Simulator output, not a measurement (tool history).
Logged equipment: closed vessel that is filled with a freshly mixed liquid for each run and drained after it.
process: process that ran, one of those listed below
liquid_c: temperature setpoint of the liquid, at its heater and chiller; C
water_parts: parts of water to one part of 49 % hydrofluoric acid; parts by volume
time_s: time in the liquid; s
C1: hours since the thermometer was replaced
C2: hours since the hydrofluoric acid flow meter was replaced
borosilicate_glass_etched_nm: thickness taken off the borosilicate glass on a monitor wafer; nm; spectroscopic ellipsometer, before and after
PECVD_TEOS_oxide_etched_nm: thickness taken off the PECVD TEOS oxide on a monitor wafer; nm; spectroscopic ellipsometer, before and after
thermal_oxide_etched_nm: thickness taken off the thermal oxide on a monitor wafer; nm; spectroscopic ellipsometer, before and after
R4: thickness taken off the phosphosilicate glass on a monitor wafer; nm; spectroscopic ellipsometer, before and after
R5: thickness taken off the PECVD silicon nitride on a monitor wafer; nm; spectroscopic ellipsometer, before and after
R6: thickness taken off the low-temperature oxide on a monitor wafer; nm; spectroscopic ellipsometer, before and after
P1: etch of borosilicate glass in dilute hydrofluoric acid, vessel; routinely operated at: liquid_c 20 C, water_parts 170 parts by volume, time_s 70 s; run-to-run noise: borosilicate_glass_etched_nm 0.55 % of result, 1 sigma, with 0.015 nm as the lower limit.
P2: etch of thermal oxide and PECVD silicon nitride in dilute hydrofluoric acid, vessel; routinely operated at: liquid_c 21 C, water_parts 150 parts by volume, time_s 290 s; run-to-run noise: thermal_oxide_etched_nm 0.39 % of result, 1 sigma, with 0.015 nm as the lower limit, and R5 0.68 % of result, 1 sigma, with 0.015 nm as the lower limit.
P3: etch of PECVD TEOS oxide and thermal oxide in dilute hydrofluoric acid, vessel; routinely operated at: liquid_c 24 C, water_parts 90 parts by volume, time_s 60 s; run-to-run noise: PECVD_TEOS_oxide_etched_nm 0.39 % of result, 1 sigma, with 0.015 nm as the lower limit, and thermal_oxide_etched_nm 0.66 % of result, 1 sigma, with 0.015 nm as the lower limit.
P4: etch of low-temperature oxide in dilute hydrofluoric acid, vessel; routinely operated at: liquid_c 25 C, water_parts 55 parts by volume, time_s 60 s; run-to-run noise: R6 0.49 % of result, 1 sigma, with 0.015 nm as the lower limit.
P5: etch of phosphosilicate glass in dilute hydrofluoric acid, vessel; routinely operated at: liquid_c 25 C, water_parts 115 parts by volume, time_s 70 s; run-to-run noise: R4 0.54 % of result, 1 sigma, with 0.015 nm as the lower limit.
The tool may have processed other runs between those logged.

Run 1, hour 12.7: process P1, liquid_c 20 C, water_parts 170 parts by volume, time_s 70 s; C1 984.7; C2 894.7. Result: borosilicate_glass_etched_nm 12.406 nm.
Run 2, hour 23.7: process P3, liquid_c 24 C, water_parts 90 parts by volume, time_s 90 s; C1 995.7; C2 905.7. Result: PECVD_TEOS_oxide_etched_nm 29.261 nm, thermal_oxide_etched_nm 4.8562 nm.
Run 3, hour 29.7: process P3, liquid_c 18 C, water_parts 90 parts by volume, time_s 60 s; C1 1001.7; C2 911.7. Result: PECVD_TEOS_oxide_etched_nm 15.3 nm, thermal_oxide_etched_nm 2.5533 nm.
Run 4, hour 38.4: process P5, liquid_c 25 C, water_parts 115 parts by volume, time_s 70 s; C1 1010.4; C2 920.4. Result: R4 43.964 nm.
Run 5, hour 44.8: process P2, liquid_c 21 C, water_parts 150 parts by volume, time_s 80 s; C1 1016.8; C2 926.8. Result: thermal_oxide_etched_nm 2.0946 nm, R5 1.059 nm.
Run 6, hour 56.7: process P1, liquid_c 20 C, water_parts 170 parts by volume, time_s 70 s; C1 1028.7; C2 938.7. Result: borosilicate_glass_etched_nm 12.397 nm.
Run 7, hour 69.4: process P3, liquid_c 24 C, water_parts 55 parts by volume, time_s 60 s; C1 1041.4; C2 951.4. Result: PECVD_TEOS_oxide_etched_nm 33.329 nm, thermal_oxide_etched_nm 5.4908 nm.
Run 8, hour 76.7: process P5, liquid_c 25 C, water_parts 210 parts by volume, time_s 70 s; C1 1048.7; C2 958.7. Result: R4 21.578 nm.
Run 9, hour 89: process P1, liquid_c 20 C, water_parts 170 parts by volume, time_s 70 s; C1 1061; C2 971. Result: borosilicate_glass_etched_nm 12.441 nm.
Run 10, hour 100.6: process P4, liquid_c 25 C, water_parts 55 parts by volume, time_s 30 s; C1 1072.6; C2 982.6. Result: R6 10.949 nm.
Run 11, hour 112.5: process P1, liquid_c 20 C, water_parts 170 parts by volume, time_s 70 s; C1 1084.5; C2 994.5. Result: borosilicate_glass_etched_nm 12.338 nm.
Run 12, hour 119.6: process P1, liquid_c 20 C, water_parts 290 parts by volume, time_s 70 s; C1 1091.6; C2 1001.6. Result: borosilicate_glass_etched_nm 6.4882 nm.
Run 13, hour 127.5: process P4, liquid_c 25 C, water_parts 100 parts by volume, time_s 60 s; C1 1099.5; C2 1009.5. Result: R6 11.51 nm.
Run 14, hour 133.9: process P1, liquid_c 20 C, water_parts 170 parts by volume, time_s 70 s; C1 1105.9; C2 1015.9. Result: borosilicate_glass_etched_nm 12.371 nm.
Run 15, hour 145.2: process P1, liquid_c 20 C, water_parts 170 parts by volume, time_s 70 s; C1 1117.2; C2 1027.2. Result: borosilicate_glass_etched_nm 12.54 nm.
Run 16, hour 154.6: process P1, liquid_c 20 C, water_parts 170 parts by volume, time_s 30 s; C1 1126.6; C2 1036.6. Result: borosilicate_glass_etched_nm 5.3793 nm.
Run 17, hour 166.6: process P1, liquid_c 20 C, water_parts 170 parts by volume, time_s 130 s; C1 1138.6; C2 1048.6. Result: borosilicate_glass_etched_nm 23.119 nm.
Run 18, hour 176.2: process P2, liquid_c 26 C, water_parts 150 parts by volume, time_s 290 s; C1 1148.2; C2 1058.2. Result: thermal_oxide_etched_nm 9.1442 nm, R5 5.2609 nm.
Run 19, hour 182.9: process P3, liquid_c 24 C, water_parts 90 parts by volume, time_s 60 s; C1 1154.9; C2 1064.9. Result: PECVD_TEOS_oxide_etched_nm 19.61 nm, thermal_oxide_etched_nm 3.1889 nm.
Run 20, hour 193.5: process P1, liquid_c 20 C, water_parts 305 parts by volume, time_s 35 s; C1 1165.5; C2 1075.5. Result: borosilicate_glass_etched_nm 3.0523 nm.
Run 21, hour 200.5: process P1, liquid_c 25.5 C, water_parts 170 parts by volume, time_s 70 s; C1 1172.5; C2 1082.5. Result: borosilicate_glass_etched_nm 15.317 nm.
Run 22, hour 212: process P2, liquid_c 21 C, water_parts 60 parts by volume, time_s 290 s; C1 1184; C2 1094. Result: thermal_oxide_etched_nm 21 nm, R5 9.156 nm.
Run 23, hour 224.7: process P4, liquid_c 17 C, water_parts 55 parts by volume, time_s 60 s; C1 1196.7; C2 1106.7. Result: R6 15.833 nm.
Run 24, hour 237.5: process P2, liquid_c 21 C, water_parts 150 parts by volume, time_s 290 s; C1 1209.5; C2 1119.5. Result: thermal_oxide_etched_nm 7.5937 nm, R5 3.8109 nm.
Run 25, hour 247.8: process P1, liquid_c 20 C, water_parts 55 parts by volume, time_s 70 s; C1 1219.8; C2 1129.8. Result: borosilicate_glass_etched_nm 43.616 nm.
Run 26, hour 255.8: process P5, liquid_c 32.5 C, water_parts 115 parts by volume, time_s 70 s; C1 1227.8; C2 1137.8. Result: R4 58.244 nm.
Run 27, hour 267.6: process P5, liquid_c 25 C, water_parts 115 parts by volume, time_s 70 s; C1 1239.6; C2 1149.6. Result: R4 44.093 nm.
Run 28, hour 277: process P4, liquid_c 25 C, water_parts 55 parts by volume, time_s 60 s; C1 1249; C2 1159. Result: R6 22.013 nm.
Run 29, hour 286.3: process P1, liquid_c 17 C, water_parts 170 parts by volume, time_s 70 s; C1 1258.3; C2 1168.3. Result: borosilicate_glass_etched_nm 11.047 nm.
Run 30, hour 294.5: process P2, liquid_c 21 C, water_parts 150 parts by volume, time_s 290 s; C1 1266.5; C2 1176.5. Result: thermal_oxide_etched_nm 7.5422 nm, R5 3.7532 nm.
Run 31, hour 303.4: process P5, liquid_c 25 C, water_parts 115 parts by volume, time_s 30 s; C1 1275.4; C2 1185.4. Result: R4 18.891 nm.
Run 32, hour 311.9: process P1, liquid_c 20 C, water_parts 170 parts by volume, time_s 70 s; C1 1283.9; C2 1193.9. Result: borosilicate_glass_etched_nm 12.459 nm.
Run 33, hour 324.9: process P1, liquid_c 20 C, water_parts 170 parts by volume, time_s 70 s; C1 1296.9; C2 1206.9. Result: borosilicate_glass_etched_nm 12.991 nm.
Run 34, hour 335.6: process P1, liquid_c 20 C, water_parts 170 parts by volume, time_s 70 s; C1 1307.6; C2 1217.6. Result: borosilicate_glass_etched_nm 13.376 nm.
Run 35, hour 342.6: process P1, liquid_c 20 C, water_parts 170 parts by volume, time_s 70 s; C1 1314.6; C2 1224.6. Result: borosilicate_glass_etched_nm 13.372 nm.
Run 36, hour 353.6: process P1, liquid_c 20 C, water_parts 170 parts by volume, time_s 70 s; C1 1325.6; C2 1235.6. Result: borosilicate_glass_etched_nm 13.377 nm.

The next listed run, before its measurement:
Run 37, hour 362.9: process P1, liquid_c 20 C, water_parts 170 parts by volume, time_s 70 s; C1 1334.9; C2 1244.9. Result: borosilicate_glass_etched_nm ?.

{"run 37": {"borosilicate_glass_etched_nm": 13.361}}
